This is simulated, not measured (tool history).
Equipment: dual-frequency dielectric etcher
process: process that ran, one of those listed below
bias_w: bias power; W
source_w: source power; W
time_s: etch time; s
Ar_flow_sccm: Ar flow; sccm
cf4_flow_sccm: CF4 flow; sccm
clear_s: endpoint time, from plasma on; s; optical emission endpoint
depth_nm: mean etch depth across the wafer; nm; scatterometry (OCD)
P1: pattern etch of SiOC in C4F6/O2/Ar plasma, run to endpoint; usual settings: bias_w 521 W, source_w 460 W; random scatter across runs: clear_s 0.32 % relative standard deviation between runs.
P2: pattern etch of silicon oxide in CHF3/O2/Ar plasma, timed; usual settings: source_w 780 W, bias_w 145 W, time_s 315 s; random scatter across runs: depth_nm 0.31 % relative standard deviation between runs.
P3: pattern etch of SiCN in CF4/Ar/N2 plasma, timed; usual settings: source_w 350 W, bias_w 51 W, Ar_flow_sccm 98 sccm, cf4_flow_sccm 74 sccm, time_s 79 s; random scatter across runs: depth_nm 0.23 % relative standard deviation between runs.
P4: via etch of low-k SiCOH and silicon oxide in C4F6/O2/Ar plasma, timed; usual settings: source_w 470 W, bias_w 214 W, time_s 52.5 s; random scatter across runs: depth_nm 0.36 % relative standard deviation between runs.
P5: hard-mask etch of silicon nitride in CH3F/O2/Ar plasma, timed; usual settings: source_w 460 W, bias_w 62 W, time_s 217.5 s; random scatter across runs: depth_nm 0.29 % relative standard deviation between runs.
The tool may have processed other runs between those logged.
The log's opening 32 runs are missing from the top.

run     day  process  bias_w  source_w  time_s  Ar_flow_sccm  cf4_flow_sccm  hours since the last wet clean  hours since the last bias power generator calibration  hours since the last source power generator calibration  clear_s  depth_nm
 33   16.05       P1     521       460                                                                  586                                                 2543.3                                                   1006.6   10.543
 34  16.579       P1     521       460                                                                598.7                                                   2556                                                   1019.3   10.555
     16.588  -- wet clean of the chamber
 35      17       P1     521       460                                                                  9.9                                                 2566.1                                                   1029.4   10.604
 36  17.433       P1     521       460                                                                 20.3                                                 2576.5                                                   1039.8   10.594
 37  17.917       P1     521       460                                                                 31.9                                                 2588.1                                                   1051.4   10.603
 38  18.588       P1     521       460                                                                   48                                                 2604.2                                                   1067.5   10.688
 39  18.888       P1     521       460                                                                 55.2                                                 2611.4                                                   1074.7   10.626
 40  19.221       P1     521       460                                                                 63.2                                                 2619.4                                                   1082.7   10.642

Predict the results of run 41:
 41  19.792       P1     521       460                                                                 76.9                                                 2633.1                                                   1096.4        ?

{"run 41": {"clear_s": 10.615}}

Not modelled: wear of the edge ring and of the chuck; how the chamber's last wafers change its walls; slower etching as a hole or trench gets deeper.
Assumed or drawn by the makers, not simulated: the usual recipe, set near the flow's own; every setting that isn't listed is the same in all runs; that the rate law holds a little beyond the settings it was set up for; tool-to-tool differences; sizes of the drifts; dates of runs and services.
